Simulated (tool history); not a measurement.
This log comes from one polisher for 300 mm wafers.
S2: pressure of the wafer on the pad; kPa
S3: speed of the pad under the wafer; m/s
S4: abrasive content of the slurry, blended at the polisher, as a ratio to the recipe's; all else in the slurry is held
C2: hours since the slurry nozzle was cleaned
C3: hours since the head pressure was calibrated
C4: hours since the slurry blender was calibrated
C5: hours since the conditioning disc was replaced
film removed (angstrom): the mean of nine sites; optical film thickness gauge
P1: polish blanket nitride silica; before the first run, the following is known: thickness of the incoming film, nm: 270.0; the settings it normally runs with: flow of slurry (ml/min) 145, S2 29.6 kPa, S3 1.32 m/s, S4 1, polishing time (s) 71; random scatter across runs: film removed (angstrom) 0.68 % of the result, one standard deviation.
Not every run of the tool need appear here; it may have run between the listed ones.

Run 1, hour 12.1: flow of slurry (ml/min) 145, S2 29.6 kPa, S3 1.32 m/s, S4 1, polishing time (s) 71; wafers polished on this pad 699; C2 221.5; C3 292.9; C4 87.8; C5 260.7. Result: film removed (angstrom) 618.33.
Run 2, hour 25.5: flow of slurry (ml/min) 145, S2 29.6 kPa, S3 1.32 m/s, S4 1, polishing time (s) 104; wafers polished on this pad 873; C2 234.9; C3 306.3; C4 101.2; C5 274.1. Result: film removed (angstrom) 899.43.
Run 3, hour 35.4: flow of slurry (ml/min) 145, S2 20.7 kPa, S3 1.32 m/s, S4 1, polishing time (s) 71; wafers polished on this pad 1002; C2 244.8; C3 316.2; C4 111.1; C5 284. Result: film removed (angstrom) 434.79.
Run 4, hour 42.7: flow of slurry (ml/min) 145, S2 29.6 kPa, S3 1.32 m/s, S4 1, polishing time (s) 71; wafers polished on this pad 1097; C2 252.1; C3 323.5; C4 118.4; C5 291.3. Result: film removed (angstrom) 624.21.
Run 5, hour 54.5: flow of slurry (ml/min) 145, S2 29.6 kPa, S3 1.32 m/s, S4 1, polishing time (s) 71; wafers polished on this pad 1250; C2 263.9; C3 335.3; C4 130.2; C5 303.1. Result: film removed (angstrom) 624.32.
Run 6, hour 62.6: flow of slurry (ml/min) 145, S2 29.6 kPa, S3 1.32 m/s, S4 0.6, polishing time (s) 71; wafers polished on this pad 1355; C2 272; C3 343.4; C4 138.3; C5 311.2. Result: film removed (angstrom) 472.47.
Run 7, hour 70.9: flow of slurry (ml/min) 85, S2 29.6 kPa, S3 1.32 m/s, S4 1, polishing time (s) 71; wafers polished on this pad 1463; C2 280.3; C3 351.7; C4 146.6; C5 319.5. Result: film removed (angstrom) 549.05.
At hour 72.4: conditioning disc replaced and pad reconditioned.
Run 8, hour 85: flow of slurry (ml/min) 85, S2 14.5 kPa, S3 1.32 m/s, S4 1, polishing time (s) 71; wafers polished on this pad 1647; C2 294.4; C3 365.8; C4 160.7; C5 12.7. Result: film removed (angstrom) 264.08.
Run 9, hour 97.5: flow of slurry (ml/min) 145, S2 29.6 kPa, S3 0.6 m/s, S4 1, polishing time (s) 71; wafers polished on this pad 1809; C2 306.9; C3 378.3; C4 173.2; C5 25.2. Result: film removed (angstrom) 328.94.
At hour 104.1: slurry nozzle cleaned.
Run 10, hour 105.9: flow of slurry (ml/min) 205, S2 29.6 kPa, S3 1.32 m/s, S4 1, polishing time (s) 71; wafers polished on this pad 1919; C2 1.9; C3 386.7; C4 181.6; C5 33.6. Result: film removed (angstrom) 648.83.
Run 11, hour 119.9: flow of slurry (ml/min) 145, S2 29.6 kPa, S3 1.32 m/s, S4 1, polishing time (s) 71; wafers polished on this pad 2101; C2 15.9; C3 400.7; C4 195.6; C5 47.6. Result: film removed (angstrom) 612.22.
Run 12, hour 129.5: flow of slurry (ml/min) 145, S2 29.6 kPa, S3 1.32 m/s, S4 1.45, polishing time (s) 71; wafers polished on this pad 2226; C2 25.5; C3 410.3; C4 205.2; C5 57.2. Result: film removed (angstrom) 715.06.
Run 13, hour 143.1: flow of slurry (ml/min) 145, S2 43.4 kPa, S3 1.32 m/s, S4 1, polishing time (s) 71; wafers polished on this pad 2402; C2 39.1; C3 423.9; C4 218.8; C5 70.8. Result: film removed (angstrom) 900.65.
Run 14, hour 155.7: flow of slurry (ml/min) 145, S2 29.6 kPa, S3 1.98 m/s, S4 1, polishing time (s) 71; wafers polished on this pad 2566; C2 51.7; C3 436.5; C4 231.4; C5 83.4. Result: film removed (angstrom) 865.04.
Run 15, hour 165.4: flow of slurry (ml/min) 145, S2 29.6 kPa, S3 1.32 m/s, S4 1, polishing time (s) 71; wafers polished on this pad 2692; C2 61.4; C3 446.2; C4 241.1; C5 93.1. Result: film removed (angstrom) 608.99.
At hour 173.3: head pressure recalibrated.
Run 16, hour 173.5: flow of slurry (ml/min) 145, S2 29.6 kPa, S3 1.32 m/s, S4 1, polishing time (s) 71; wafers polished on this pad 2798; C2 69.5; C3 0.2; C4 249.2; C5 101.2. Result: film removed (angstrom) 617.09.
Run 17, hour 186.6: flow of slurry (ml/min) 145, S2 29.6 kPa, S3 1.32 m/s, S4 1, polishing time (s) 32; wafers polished on this pad 2968; C2 82.6; C3 13.3; C4 262.3; C5 114.3. Result: film removed (angstrom) 278.49.
Run 18, hour 196.9: flow of slurry (ml/min) 145, S2 29.6 kPa, S3 1.32 m/s, S4 1, polishing time (s) 71; wafers polished on this pad 3102; C2 92.9; C3 23.6; C4 272.6; C5 124.6. Result: film removed (angstrom) 626.23.
Run 19, hour 203.8: flow of slurry (ml/min) 145, S2 29.6 kPa, S3 1.32 m/s, S4 1, polishing time (s) 71; wafers polished on this pad 3192; C2 99.8; C3 30.5; C4 279.5; C5 131.5. Result: film removed (angstrom) 607.32.
Run 20, hour 211.9: flow of slurry (ml/min) 145, S2 29.6 kPa, S3 1.32 m/s, S4 1, polishing time (s) 71; wafers polished on this pad 3297; C2 107.9; C3 38.6; C4 287.6; C5 139.6. Result: film removed (angstrom) 594.09.
Run 21, hour 222.3: flow of slurry (ml/min) 145, S2 29.6 kPa, S3 1.32 m/s, S4 1, polishing time (s) 71; wafers polished on this pad 3433; C2 118.3; C3 49; C4 298; C5 150. Result: film removed (angstrom) 583.67.
Run 22, hour 235.5: flow of slurry (ml/min) 145, S2 29.6 kPa, S3 1.32 m/s, S4 1, polishing time (s) 71; wafers polished on this pad 3604; C2 131.5; C3 62.2; C4 311.2; C5 163.2. Result: film removed (angstrom) 571.36.
Run 23, hour 242.5: flow of slurry (ml/min) 145, S2 29.6 kPa, S3 1.32 m/s, S4 1, polishing time (s) 71; wafers polished on this pad 3695; C2 138.5; C3 69.2; C4 318.2; C5 170.2. Result: film removed (angstrom) 566.34.
Run 24, hour 251.3: flow of slurry (ml/min) 145, S2 29.6 kPa, S3 1.32 m/s, S4 1, polishing time (s) 71; wafers polished on this pad 3810; C2 147.3; C3 78; C4 327; C5 179. Result: film removed (angstrom) 566.28.
At hour 258.1: conditioning disc replaced and pad reconditioned.
At hour 262.1: slurry blender recalibrated.
At hour 262.8: worn pad replaced by a new one.
Run 25, hour 264.9: flow of slurry (ml/min) 145, S2 29.6 kPa, S3 1.32 m/s, S4 1, polishing time (s) 71; wafers polished on this pad 28; C2 160.9; C3 91.6; C4 2.9; C5 6.9. Result: film removed (angstrom) 564.87.
Run 26, hour 274.7: flow of slurry (ml/min) 145, S2 29.6 kPa, S3 1.32 m/s, S4 1, polishing time (s) 71; wafers polished on this pad 155; C2 170.7; C3 101.4; C4 12.7; C5 16.7. Result: film removed (angstrom) 559.4.
Run 27, hour 286.9: flow of slurry (ml/min) 145, S2 29.6 kPa, S3 1.32 m/s, S4 1, polishing time (s) 71; wafers polished on this pad 314; C2 182.9; C3 113.6; C4 24.9; C5 28.9. Result: film removed (angstrom) 555.86.

What P1 gives has crept away from where it was. These 2 causes fit the log equally well, each at the size given:
A: slurry flow missing at the pad, % = 36.3
B: head's pressure below its setpoint, % = 9.51
The onset of the drift is placed at about hour 196.9.
Every other cause this tool's parts could produce, and why it does not fit the log:
removal rate lost through wear of the pad, %: serviced at hour 262.8, after the drift had started, without restoring the earlier output
abrasive missing from the slurry, %: serviced at hour 262.1, after the drift had started, without restoring the earlier output
time polished since the conditioner stopped cutting, s: serviced at hour 258.1, after the drift had started, without restoring the earlier output

The check runs listed below each take one wafer, and their results are still question marks. Under which run would the listed causes lead to clearly different results?
Run check 1, hour 299.1: flow of slurry (ml/min) 145, S2 29.6 kPa, S3 0.6 m/s, S4 1, polishing time (s) 101. Result: film removed (angstrom) ?.
Run check 2, hour 299.1: flow of slurry (ml/min) 145, S2 42.7 kPa, S3 1.32 m/s, S4 1, polishing time (s) 71. Result: film removed (angstrom) ?.
Run check 3, hour 299.1: flow of slurry (ml/min) 85, S2 29.6 kPa, S3 1.32 m/s, S4 1, polishing time (s) 38. Result: film removed (angstrom) ?.
Run check 4, hour 299.1: flow of slurry (ml/min) 145, S2 29.6 kPa, S3 1.82 m/s, S4 1, polishing time (s) 33. Result: film removed (angstrom) ?.

Check results expected under each cause:
  check                   result    if A    if B
check 1  film removed (angstrom)  421.89  421.85
check 2  film removed (angstrom)  803.53  803.44
check 3  film removed (angstrom)   248.8  263.72
check 4  film removed (angstrom)  334.91  334.88
Minimum pairwise separation of causes per check, each pair taken at its best-separating result: check 1 0.01 %; check 2 0.01 %; check 3 5.82 %; check 4 0.01 %
Of the check runs offered, only check 3 discriminates between the causes; the rest would read about the same regardless of which cause applies.

Check 3 has now been run. It gave: film removed (angstrom) 247.75. Which of the candidate causes is it?

The correct cause is A, namely: slurry flow missing at the pad, %.
